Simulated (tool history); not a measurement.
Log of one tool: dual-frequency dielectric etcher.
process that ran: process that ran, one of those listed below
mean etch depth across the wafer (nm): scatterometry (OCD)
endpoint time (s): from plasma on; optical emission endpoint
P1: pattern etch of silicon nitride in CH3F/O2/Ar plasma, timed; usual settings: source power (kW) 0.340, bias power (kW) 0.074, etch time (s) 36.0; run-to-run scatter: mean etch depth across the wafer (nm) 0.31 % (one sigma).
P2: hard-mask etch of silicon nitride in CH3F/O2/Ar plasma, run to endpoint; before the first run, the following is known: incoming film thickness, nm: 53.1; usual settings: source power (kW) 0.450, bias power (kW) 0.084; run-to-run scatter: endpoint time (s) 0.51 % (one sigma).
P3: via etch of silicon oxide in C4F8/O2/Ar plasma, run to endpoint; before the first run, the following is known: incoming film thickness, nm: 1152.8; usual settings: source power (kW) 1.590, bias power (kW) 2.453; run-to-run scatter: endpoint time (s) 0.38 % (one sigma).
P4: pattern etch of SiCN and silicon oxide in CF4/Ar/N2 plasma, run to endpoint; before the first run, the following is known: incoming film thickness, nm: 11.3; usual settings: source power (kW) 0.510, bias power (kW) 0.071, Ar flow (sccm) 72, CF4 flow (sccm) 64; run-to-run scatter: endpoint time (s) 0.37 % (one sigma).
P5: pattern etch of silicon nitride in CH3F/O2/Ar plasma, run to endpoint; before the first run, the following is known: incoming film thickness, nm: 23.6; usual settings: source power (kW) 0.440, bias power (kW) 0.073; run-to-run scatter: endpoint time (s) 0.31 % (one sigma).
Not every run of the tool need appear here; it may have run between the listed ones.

run	hour	process that ran	source power (kW)	bias power (kW)	etch time (s)	Ar flow (sccm)	CF4 flow (sccm)	hours since the last wet clean	hours since the last source power generator calibration	hours since the last bias power generator calibration	mean etch depth across the wafer (nm)	endpoint time (s)
1	5.9	P1	0.340	0.074	36.0			453.3	2421.9	2199.4	24.197	
2	14.6	P2	0.450	0.084				462.0	2430.6	2208.1		70.679
3	24.0	P1	0.400	0.050	36.0			471.4	2440.0	2217.5	22.609	
4	30.3	P4	0.510	0.071		57	64	477.7	2446.3	2223.8		11.054
5	40.9	P1	0.460	0.074	45.0			488.3	2456.9	2234.4	34.086	
6	47.4	P4	0.510	0.071		72	49	494.8	2463.4	2240.9		11.914
7	55.0	P5	0.440	0.073				502.4	2471.0	2248.5		32.609
8	64.7	P1	0.340	0.074	25.5			512.1	2480.7	2258.2	17.248	
9	75.7	P1	0.340	0.074	36.0			523.1	2491.7	2269.2	24.195	
10	86.6	P4	0.370	0.071		72	64	534.0	2502.6	2280.1		15.185
11	96.2	P4	0.510	0.071		72	64	543.6	2512.2	2289.7		11.419
12	103.8	P2	0.300	0.084				551.2	2519.8	2297.3		81.599
13	114.1	P3	2.250	2.453				561.5	2530.1	2307.6		198.060
14	122.9	P1	0.410	0.074	36.0			570.3	2538.9	2316.4	25.927	
15	130.4	P5	0.440	0.050				577.8	2546.4	2323.9		36.916
16	136.8	P1	0.340	0.045	36.0			584.2	2552.8	2330.3	20.492	
# hour 138.5: bias power generator calibrated
17	144.7	P1	0.340	0.074	46.0			592.1	2560.7	6.2	30.990	
18	153.9	P1	0.340	0.074	36.0			601.3	2569.9	15.4	24.236	
19	161.0	P3	1.590	2.453				608.4	2577.0	22.5		225.850
20	167.3	P5	0.440	0.073				614.7	2583.3	28.8		32.529
21	173.3	P3	1.590	1.511				620.7	2589.3	34.8		260.830
22	184.5	P1	0.260	0.074	36.0			631.9	2600.5	46.0	21.924	
23	194.8	P1	0.340	0.074	36.0			642.2	2610.8	56.3	24.222	
24	202.9	P2	0.450	0.100				650.3	2618.9	64.4		65.990
25	208.0	P5	0.540	0.073				655.4	2624.0	69.5		30.092
26	217.3	P4	0.510	0.095		72	64	664.7	2633.3	78.8		10.297
27	228.3	P1	0.340	0.102	36.0			675.7	2644.3	89.8	27.176	
28	239.5	P1	0.340	0.074	36.0			686.9	2655.5	101.0	24.254	
29	248.8	P1	0.340	0.074	36.0			696.2	2664.8	110.3	24.442	
30	257.9	P1	0.340	0.074	36.0			705.3	2673.9	119.4	24.526	
31	267.4	P1	0.340	0.074	36.0			714.8	2683.4	128.9	24.498	
# hour 269.4: wet clean of the chamber
32	277.6	P1	0.340	0.074	36.0			8.3	2693.6	139.1	24.705	
33	286.1	P1	0.340	0.074	36.0			16.8	2702.1	147.6	24.403	
34	293.1	P1	0.340	0.074	36.0			23.8	2709.1	154.6	24.627	

P1 has crept away from where it was. The log is fitted equally well by each of these 2 causes, at the sizes shown:
A: bias power that arrives over what is set, % = 4.51
B: source power that arrives over what is set, % = 4.19
At approximately hour 239.5, the process output began to creep.
Why every other cause is out:
chamber walls in a state that raises the etch rate, %: serviced after onset, at hour 269.4, with no recovery of the prior output

The list below offers 4 check runs, each averaging the results of 2 wafers, and shows each result as a question mark. For which of them would the listed causes give clearly different results?
check 1	300.1	P4	0.410	0.095		72	64					?
check 2	300.1	P2	0.320	0.098								?
check 3	300.1	P3	2.210	1.611								?
check 4	300.1	P5	0.440	0.053								?

Outcome of each check run for each possible cause:
check	result	if A	if B
check 1	endpoint time (s)	12.397	12.143
check 2	endpoint time (s)	74.625	74.714
check 3	endpoint time (s)	222.150	221.110
check 4	endpoint time (s)	35.763	35.692
Minimum pairwise separation of causes per check, each pair taken at its best-separating result: check 1 2.07 %; check 2 0.12 %; check 3 0.47 %; check 4 0.2 %
Check 1 tells the causes apart: in the others they would give nearly the same result.

With check 1 done, the readings were: endpoint time (s) 12.398. Identify which of the listed causes applies.

A is the cause: bias power that arrives over what is set, %.

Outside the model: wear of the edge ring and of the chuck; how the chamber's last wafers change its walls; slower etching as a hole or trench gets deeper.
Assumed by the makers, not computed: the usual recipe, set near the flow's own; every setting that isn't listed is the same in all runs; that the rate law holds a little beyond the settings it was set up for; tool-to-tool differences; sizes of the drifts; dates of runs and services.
